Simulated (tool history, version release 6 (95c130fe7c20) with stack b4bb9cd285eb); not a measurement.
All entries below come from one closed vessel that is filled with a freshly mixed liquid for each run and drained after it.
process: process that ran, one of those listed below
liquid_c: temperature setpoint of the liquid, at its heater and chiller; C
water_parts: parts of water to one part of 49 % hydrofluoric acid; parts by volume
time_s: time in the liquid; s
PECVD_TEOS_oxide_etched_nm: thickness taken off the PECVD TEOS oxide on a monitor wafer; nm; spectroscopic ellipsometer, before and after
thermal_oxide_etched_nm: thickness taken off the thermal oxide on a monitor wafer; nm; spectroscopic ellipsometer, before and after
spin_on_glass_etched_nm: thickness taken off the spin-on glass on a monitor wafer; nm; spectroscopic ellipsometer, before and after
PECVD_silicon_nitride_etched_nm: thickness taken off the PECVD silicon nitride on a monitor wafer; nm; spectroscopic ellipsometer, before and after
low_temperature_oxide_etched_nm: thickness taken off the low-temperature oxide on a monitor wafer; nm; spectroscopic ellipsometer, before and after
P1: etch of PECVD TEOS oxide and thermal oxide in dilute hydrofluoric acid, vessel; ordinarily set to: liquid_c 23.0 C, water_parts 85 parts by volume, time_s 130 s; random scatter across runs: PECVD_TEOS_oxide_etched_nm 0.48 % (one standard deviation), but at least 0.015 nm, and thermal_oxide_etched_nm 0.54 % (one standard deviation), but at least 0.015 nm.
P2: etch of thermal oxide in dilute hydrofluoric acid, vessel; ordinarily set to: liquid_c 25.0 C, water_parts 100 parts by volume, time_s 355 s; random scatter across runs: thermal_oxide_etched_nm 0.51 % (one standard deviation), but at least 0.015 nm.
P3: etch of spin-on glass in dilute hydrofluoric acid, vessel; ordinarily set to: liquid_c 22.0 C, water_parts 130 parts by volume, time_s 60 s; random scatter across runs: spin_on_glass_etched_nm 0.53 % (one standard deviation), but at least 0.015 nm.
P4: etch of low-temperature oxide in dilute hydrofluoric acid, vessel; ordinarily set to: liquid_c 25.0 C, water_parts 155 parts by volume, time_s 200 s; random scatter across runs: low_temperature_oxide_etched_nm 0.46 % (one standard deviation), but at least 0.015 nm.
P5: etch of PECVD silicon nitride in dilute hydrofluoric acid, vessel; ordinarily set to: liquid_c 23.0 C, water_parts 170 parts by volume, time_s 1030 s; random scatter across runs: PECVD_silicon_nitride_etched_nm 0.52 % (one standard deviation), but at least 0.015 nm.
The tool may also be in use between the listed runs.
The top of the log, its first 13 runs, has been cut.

run	hour	process	liquid_c	water_parts	time_s	hours since the thermometer was replaced	hours since the hydrofluoric acid flow meter was replaced	PECVD_TEOS_oxide_etched_nm	thermal_oxide_etched_nm	spin_on_glass_etched_nm	PECVD_silicon_nitride_etched_nm	low_temperature_oxide_etched_nm
14	151.5	P5	23.0	170	1030	317.6	684.7				31.780	
15	160.6	P5	28.5	170	1030	326.7	693.8				44.923	
16	174.8	P1	17.0	85	130	340.9	708.0	18.815	5.5277			
17	182.7	P1	29.0	85	130	348.8	715.9	30.436	9.1363			
# hour 189.3: thermometer replaced
18	190.7	P2	30.0	100	355	1.4	723.9		19.5150			
19	203.0	P1	23.0	85	130	13.7	736.2	23.742	7.1970			
20	211.5	P4	25.0	45	200	22.2	744.7					174.740
21	220.2	P1	23.0	85	215	30.9	753.4	39.226	11.9090			
22	234.5	P5	23.0	170	1030	45.2	767.7				32.062	
23	248.7	P1	18.5	55	130	59.4	781.9	31.502	9.3854			
24	261.6	P4	25.0	155	200	72.3	794.8					44.179

What does the tool deliver on the next run?
25	271.8	P3	17.0	130	60	82.5	805.0			?		

Run 25 gave spin_on_glass_etched_nm 9.7301 nm.

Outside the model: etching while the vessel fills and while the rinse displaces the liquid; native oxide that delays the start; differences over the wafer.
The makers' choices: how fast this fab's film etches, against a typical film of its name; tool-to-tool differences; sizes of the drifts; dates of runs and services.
